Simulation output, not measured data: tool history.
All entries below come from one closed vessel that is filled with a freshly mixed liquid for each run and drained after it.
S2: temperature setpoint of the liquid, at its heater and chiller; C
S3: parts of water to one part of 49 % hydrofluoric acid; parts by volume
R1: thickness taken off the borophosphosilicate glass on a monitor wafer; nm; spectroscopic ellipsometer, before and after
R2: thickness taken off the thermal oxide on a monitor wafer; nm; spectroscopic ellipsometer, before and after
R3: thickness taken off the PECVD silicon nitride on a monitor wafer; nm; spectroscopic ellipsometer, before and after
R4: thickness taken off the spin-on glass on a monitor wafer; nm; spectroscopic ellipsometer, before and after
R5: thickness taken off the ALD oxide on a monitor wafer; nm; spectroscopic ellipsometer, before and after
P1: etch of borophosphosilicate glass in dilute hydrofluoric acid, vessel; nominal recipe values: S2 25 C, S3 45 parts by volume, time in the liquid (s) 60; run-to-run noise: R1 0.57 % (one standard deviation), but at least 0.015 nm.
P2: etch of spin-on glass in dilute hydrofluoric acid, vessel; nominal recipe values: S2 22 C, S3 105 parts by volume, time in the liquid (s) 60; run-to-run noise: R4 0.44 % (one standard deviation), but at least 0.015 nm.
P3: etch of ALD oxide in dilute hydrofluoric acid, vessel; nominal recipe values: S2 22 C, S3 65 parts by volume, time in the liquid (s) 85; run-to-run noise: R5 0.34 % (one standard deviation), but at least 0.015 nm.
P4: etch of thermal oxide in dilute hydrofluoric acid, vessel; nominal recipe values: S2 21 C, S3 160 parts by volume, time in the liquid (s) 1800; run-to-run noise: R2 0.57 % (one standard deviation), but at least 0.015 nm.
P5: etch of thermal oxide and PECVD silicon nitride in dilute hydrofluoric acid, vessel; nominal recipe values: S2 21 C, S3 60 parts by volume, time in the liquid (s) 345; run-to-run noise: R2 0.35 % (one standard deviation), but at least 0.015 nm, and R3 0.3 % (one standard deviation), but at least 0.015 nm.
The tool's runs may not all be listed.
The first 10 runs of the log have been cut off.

run 11 hour=32.2 | process_that_ran=P3 S2=22 S3=100 time_in_the_liquid_(s)=85 | R5=25.969
run 12 hour=34.6 | process_that_ran=P1 S2=25 S3=45 time_in_the_liquid_(s)=30 | R1=31.787
run 13 hour=38.8 | process_that_ran=P1 S2=25 S3=20 time_in_the_liquid_(s)=60 | R1=147.92
run 14 hour=42.7 | process_that_ran=P2 S2=29 S3=105 time_in_the_liquid_(s)=60 | R4=31.916
run 15 hour=45.6 | process_that_ran=P1 S2=25 S3=45 time_in_the_liquid_(s)=60 | R1=63.338
run 16 hour=49.5 | process_that_ran=P1 S2=25 S3=45 time_in_the_liquid_(s)=60 | R1=63.509
run 17 hour=51.9 | process_that_ran=P1 S2=25 S3=45 time_in_the_liquid_(s)=90 | R1=95.244
run 18 hour=55 | process_that_ran=P1 S2=31.5 S3=45 time_in_the_liquid_(s)=60 | R1=82.443
run 19 hour=57.7 | process_that_ran=P4 S2=21 S3=160 time_in_the_liquid_(s)=2910 | R2=73.319
run 20 hour=61.2 | process_that_ran=P3 S2=22 S3=65 time_in_the_liquid_(s)=45 | R5=22.119
run 21 hour=64.4 | process_that_ran=P3 S2=17 S3=65 time_in_the_liquid_(s)=85 | R5=33.76
run 22 hour=67.1 | process_that_ran=P5 S2=17 S3=60 time_in_the_liquid_(s)=345 | R2=20.937 R3=19.407
run 23 hour=70.8 | process_that_ran=P5 S2=21 S3=60 time_in_the_liquid_(s)=345 | R2=24.794 R3=25.657
run 24 hour=73.6 | process_that_ran=P1 S2=25 S3=45 time_in_the_liquid_(s)=60 | R1=64.229
run 25 hour=76.5 | process_that_ran=P1 S2=21.5 S3=45 time_in_the_liquid_(s)=60 | R1=55.248
run 26 hour=78.7 | process_that_ran=P1 S2=25 S3=65 time_in_the_liquid_(s)=35 | R1=24.934
run 27 hour=83 | process_that_ran=P4 S2=21 S3=160 time_in_the_liquid_(s)=1800 | R2=45.198
run 28 hour=87.1 | process_that_ran=P1 S2=25 S3=45 time_in_the_liquid_(s)=60 | R1=63.724
run 29 hour=89.6 | process_that_ran=P1 S2=25 S3=65 time_in_the_liquid_(s)=60 | R1=42.663
run 30 hour=92.4 | process_that_ran=P1 S2=25 S3=45 time_in_the_liquid_(s)=60 | R1=63.266
run 31 hour=96.1 | process_that_ran=P1 S2=25 S3=45 time_in_the_liquid_(s)=60 | R1=65.288

Run 32 comes next. What will it give?
run 32 hour=98.5 | process_that_ran=P1 S2=25 S3=45 time_in_the_liquid_(s)=60 | R1=?

Run 32 yielded R1 66.189 nm.
